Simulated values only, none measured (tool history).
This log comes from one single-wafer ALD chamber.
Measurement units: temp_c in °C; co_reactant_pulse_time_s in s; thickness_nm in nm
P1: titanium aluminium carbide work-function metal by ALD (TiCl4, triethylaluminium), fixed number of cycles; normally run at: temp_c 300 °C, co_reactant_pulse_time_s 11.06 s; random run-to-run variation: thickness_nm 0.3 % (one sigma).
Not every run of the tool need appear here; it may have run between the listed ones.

run	hour	temp_c	co_reactant_pulse_time_s	thickness_nm
1	13.1	300	11.06	2.002
2	26.3	312	8.18	2.0203
3	34.9	317	11.06	2.1532
4	47.7	300	11.06	2.0049
5	63.4	320	15.56	2.2146
# hour 63.9: triethylaluminium bottle replaced
6	74.9	300	6.6	1.8322
7	88.2	300	16.75	2.0476
8	99.4	279	5.51	1.5842
# hour 100: thermocouple changed; heater temperature recalibrated
9	115.5	281	11.06	1.8434
10	129.5	300	11.06	2.0016
11	139.4	300	11.06	1.998
12	149.2	300	11.06	2.0008
13	163.5	300	11.06	1.9793
14	170.9	300	11.06	1.9798
15	184.4	300	11.06	1.9844
16	196.6	300	11.06	1.9589
17	203.9	300	11.06	1.9728
18	218.5	300	11.06	1.9604
19	234.8	300	11.06	1.9687
20	244.2	300	11.06	1.9713

P1 has crept away from where it was. The log is fitted equally well by each of these 2 causes, at the sizes shown:
A: wafer temperature below the value expected at the setpoint (K) = 4.44
B: triethylaluminium dose below that of a fresh bottle (%) = 16.2
The creep began at about hour 149.2.

Question marks stand in for the results of the 4 check runs listed below, each run on one wafer. Under which run would the listed causes show clearly different results?
check 1	253.6	290	6.82	?
check 2	253.6	316	11.06	?
check 3	253.6	288	11.06	?
check 4	253.6	309	11.06	?

What every check run would give for each of its results, assuming each possible cause in turn:
check	result	if A	if B
check 1	thickness_nm	1.7389	1.6877
check 2	thickness_nm	2.1055	2.1032
check 3	thickness_nm	1.8623	1.8638
check 4	thickness_nm	2.0441	2.0428
Gap, in per cent, between the two causes that each check separates least, read from the result that separates them most: check 1 2.99 %; check 2 0.11 %; check 3 0.08 %; check 4 0.06 %
Check 1 distinguishes between the causes, while the remaining checks would return nearly the same result for all of them.

Running check 1 produced the following: thickness_nm 1.6897 nm. Which one of the listed causes fits?

It was cause B: triethylaluminium dose below that of a fresh bottle (%).
